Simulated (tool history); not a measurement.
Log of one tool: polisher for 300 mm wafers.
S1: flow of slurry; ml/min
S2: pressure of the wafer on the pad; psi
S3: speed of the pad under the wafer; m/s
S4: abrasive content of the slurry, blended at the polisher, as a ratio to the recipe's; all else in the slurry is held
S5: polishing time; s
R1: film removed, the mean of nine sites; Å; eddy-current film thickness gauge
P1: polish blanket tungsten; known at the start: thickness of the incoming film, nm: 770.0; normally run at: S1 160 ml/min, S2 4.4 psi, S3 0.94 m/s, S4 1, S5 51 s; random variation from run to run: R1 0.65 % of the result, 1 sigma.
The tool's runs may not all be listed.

{"run": 1, "hour": 11.8, "S1": 160, "S2": 4.4, "S3": 0.94, "S4": 1, "S5": 51, "R1": 2255.6}
{"run": 2, "hour": 22.1, "S1": 160, "S2": 4.4, "S3": 1.46, "S4": 1, "S5": 51, "R1": 3528.3}
{"run": 3, "hour": 30.5, "S1": 160, "S2": 4.4, "S3": 0.94, "S4": 1, "S5": 51, "R1": 2248.8}
{"run": 4, "hour": 38.5, "S1": 160, "S2": 4.4, "S3": 0.94, "S4": 0.5, "S5": 51, "R1": 1920}
{"run": 5, "hour": 55.7, "S1": 160, "S2": 4.4, "S3": 0.94, "S4": 1, "S5": 23, "R1": 1025.2}
{"run": 6, "hour": 72.5, "S1": 160, "S2": 4.4, "S3": 0.94, "S4": 1, "S5": 51, "R1": 2249.9}
{"run": 7, "hour": 87.2, "S1": 160, "S2": 2.7, "S3": 0.94, "S4": 1, "S5": 34, "R1": 915.71}
{"run": 8, "hour": 96.6, "S1": 160, "S2": 4.4, "S3": 0.94, "S4": 1.35, "S5": 51, "R1": 2407.8}
{"run": 9, "hour": 108.3, "S1": 160, "S2": 6.5, "S3": 0.94, "S4": 1, "S5": 51, "R1": 3331.8}
{"run": 10, "hour": 120.2, "S1": 160, "S2": 4.4, "S3": 0.68, "S4": 1, "S5": 51, "R1": 1631.2}
{"run": 11, "hour": 137.0, "S1": 160, "S2": 3.3, "S3": 0.94, "S4": 1, "S5": 51, "R1": 1680.4}
{"run": 12, "hour": 150.0, "S1": 160, "S2": 4.4, "S3": 0.94, "S4": 1, "S5": 51, "R1": 2245.8}
{"run": 13, "hour": 159.9, "S1": 160, "S2": 4.4, "S3": 0.94, "S4": 1, "S5": 51, "R1": 2260.9}
{"hour": 171.5, "done": "slurry nozzle cleaned"}
{"run": 14, "hour": 171.9, "S1": 235, "S2": 4.4, "S3": 0.94, "S4": 1, "S5": 51, "R1": 2388.7}
{"hour": 183.8, "done": "head pressure recalibrated"}
{"run": 15, "hour": 185.0, "S1": 160, "S2": 4.4, "S3": 0.94, "S4": 1, "S5": 76, "R1": 3372.5}
{"run": 16, "hour": 197.1, "S1": 95, "S2": 4.4, "S3": 0.94, "S4": 1, "S5": 51, "R1": 2010.3}
{"run": 17, "hour": 208.5, "S1": 160, "S2": 4.4, "S3": 0.94, "S4": 1, "S5": 51, "R1": 2249.5}
{"run": 18, "hour": 224.5, "S1": 160, "S2": 4.4, "S3": 0.94, "S4": 1, "S5": 51, "R1": 2259.2}
{"run": 19, "hour": 237.8, "S1": 160, "S2": 4.4, "S3": 0.94, "S4": 1, "S5": 51, "R1": 2210.8}
{"run": 20, "hour": 254.5, "S1": 160, "S2": 4.4, "S3": 0.94, "S4": 1, "S5": 51, "R1": 2107.9}
{"run": 21, "hour": 266.6, "S1": 160, "S2": 4.4, "S3": 0.94, "S4": 1, "S5": 51, "R1": 2101.4}
{"run": 22, "hour": 276.3, "S1": 160, "S2": 4.4, "S3": 0.94, "S4": 1, "S5": 51, "R1": 2063.6}
{"hour": 279.2, "done": "slurry tank refilled with fresh slurry and peroxide"}
{"hour": 282.2, "done": "slurry blender recalibrated"}
{"run": 23, "hour": 289.2, "S1": 160, "S2": 4.4, "S3": 0.94, "S4": 1, "S5": 51, "R1": 2060.3}
{"run": 24, "hour": 304.3, "S1": 160, "S2": 4.4, "S3": 0.94, "S4": 1, "S5": 51, "R1": 2030.2}
{"hour": 311.5, "done": "head pressure recalibrated"}
{"run": 25, "hour": 314.6, "S1": 160, "S2": 4.4, "S3": 0.94, "S4": 1, "S5": 51, "R1": 2062.5}

Forecast run 26:
{"run": 26, "hour": 328.3, "S1": 160, "S2": 4.4, "S3": 0.94, "S4": 1, "S5": 51, "R1": "?"}

{"run 26": {"R1": 2055.5}}

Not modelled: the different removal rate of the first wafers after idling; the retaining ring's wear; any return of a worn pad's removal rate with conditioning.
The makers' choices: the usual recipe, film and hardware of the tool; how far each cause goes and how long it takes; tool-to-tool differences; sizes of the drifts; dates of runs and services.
